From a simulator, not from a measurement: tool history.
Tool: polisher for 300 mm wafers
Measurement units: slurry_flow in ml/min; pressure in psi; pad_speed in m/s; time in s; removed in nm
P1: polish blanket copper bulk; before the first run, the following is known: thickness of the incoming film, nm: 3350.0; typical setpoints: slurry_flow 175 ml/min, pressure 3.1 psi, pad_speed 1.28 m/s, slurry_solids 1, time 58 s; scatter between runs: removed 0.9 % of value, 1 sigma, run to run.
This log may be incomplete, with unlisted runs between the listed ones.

run 1 hour=16.7 | slurry_flow=175 pressure=3.1 pad_speed=1.28 slurry_solids=1 time=58 | removed=895.27
run 2 hour=26.7 | slurry_flow=175 pressure=2.2 pad_speed=1.28 slurry_solids=1 time=58 | removed=635.13
run 3 hour=38.7 | slurry_flow=175 pressure=3.1 pad_speed=1.28 slurry_solids=0.75 time=58 | removed=845.38
run 4 hour=55.2 | slurry_flow=175 pressure=3.1 pad_speed=1.28 slurry_solids=1.45 time=58 | removed=980.12
run 5 hour=65.7 | slurry_flow=175 pressure=4.4 pad_speed=1.28 slurry_solids=1 time=58 | removed=1275.4
run 6 hour=74.7 | slurry_flow=175 pressure=3.1 pad_speed=1.28 slurry_solids=1 time=74 | removed=1146.2
run 7 hour=84.8 | slurry_flow=175 pressure=3.1 pad_speed=1.28 slurry_solids=1 time=58 | removed=908.62
run 8 hour=98.9 | slurry_flow=105 pressure=3.1 pad_speed=1.28 slurry_solids=1 time=58 | removed=806.4
run 9 hour=110.4 | slurry_flow=175 pressure=3.1 pad_speed=0.86 slurry_solids=1 time=58 | removed=596.84
run 10 hour=121.3 | slurry_flow=175 pressure=3.1 pad_speed=1.96 slurry_solids=1 time=58 | removed=1355.9
run 11 hour=132 | slurry_flow=175 pressure=3.1 pad_speed=1.28 slurry_solids=1 time=29 | removed=448.05
-- hour=133.6 head pressure recalibrated
run 12 hour=145.8 | slurry_flow=175 pressure=3.1 pad_speed=1.28 slurry_solids=1 time=58 | removed=893.62
run 13 hour=156.2 | slurry_flow=220 pressure=3.1 pad_speed=1.28 slurry_solids=1 time=58 | removed=919.48
run 14 hour=164.5 | slurry_flow=175 pressure=3.1 pad_speed=1 slurry_solids=1 time=72 | removed=849.62
run 15 hour=176.6 | slurry_flow=175 pressure=3.1 pad_speed=1.28 slurry_solids=1 time=58 | removed=891.05
run 16 hour=186.3 | slurry_flow=175 pressure=3.1 pad_speed=1.28 slurry_solids=1 time=58 | removed=880.71
run 17 hour=196.1 | slurry_flow=175 pressure=3.1 pad_speed=1.28 slurry_solids=1 time=58 | removed=880.08
run 18 hour=211.2 | slurry_flow=175 pressure=3.1 pad_speed=1.28 slurry_solids=1 time=58 | removed=860.26
-- hour=215.4 worn pad replaced by a new one
run 19 hour=220.9 | slurry_flow=175 pressure=3.1 pad_speed=1.28 slurry_solids=1 time=58 | removed=856.91
-- hour=228.7 head pressure recalibrated
run 20 hour=229 | slurry_flow=175 pressure=3.1 pad_speed=1.28 slurry_solids=1 time=58 | removed=852.82
run 21 hour=240.5 | slurry_flow=175 pressure=3.1 pad_speed=1.28 slurry_solids=1 time=58 | removed=854.61
run 22 hour=248.4 | slurry_flow=175 pressure=3.1 pad_speed=1.28 slurry_solids=1 time=58 | removed=837.23
run 23 hour=261.6 | slurry_flow=175 pressure=3.1 pad_speed=1.28 slurry_solids=1 time=58 | removed=835.72

What P1 gives has crept off from where it sat before. The 2 causes that follow fit the log equally well, each at the size noted:
A: abrasive missing from the slurry, % = 23.6
B: slurry flow missing at the pad, % = 27.7
The onset of the drift is placed at about hour 186.3.
Every other cause this tool's parts could produce, and why it does not fit the log:
removal rate lost through wear of the pad, %: serviced at hour 215.4, after the drift had started, without restoring the earlier output
head's pressure below its setpoint, %: serviced at hour 228.7, after the drift had started, without restoring the earlier output

Consider the 4 check runs below, whose results appear as question marks and each of which averages 5 wafers. Which one distinguishes the causes, in that each cause would give it a clearly different result?
run check 1 hour=274.8 | slurry_flow=175 pressure=3.1 pad_speed=1.84 slurry_solids=1.25 time=58 | removed=?
run check 2 hour=274.8 | slurry_flow=105 pressure=3.1 pad_speed=1.28 slurry_solids=1 time=35 | removed=?
run check 3 hour=274.8 | slurry_flow=175 pressure=3.1 pad_speed=0.98 slurry_solids=1.2 time=58 | removed=?
run check 4 hour=274.8 | slurry_flow=175 pressure=3.1 pad_speed=1.96 slurry_solids=1 time=58 | removed=?

If the cause were each of the candidates in turn, the checks would give the following:
check=check_1 result=removed if_A=1276.2 if_B=1278
check=check_2 result=removed if_A=463.44 if_B=448.37
check=check_3 result=removed if_A=673.87 if_B=674.6
check=check_4 result=removed if_A=1297.2 if_B=1297
Per check, the gap between the least separated pair of causes, taken in the result that splits them most: check 1 0.14 %; check 2 3.31 %; check 3 0.11 %; check 4 0.02 %
Of the check runs offered, only check 2 discriminates between the causes; the rest would read about the same regardless of which cause applies.

With check 2 done, the readings were: removed 462.5 nm. Identify which of the listed causes applies.

A is the cause: abrasive missing from the slurry, %.
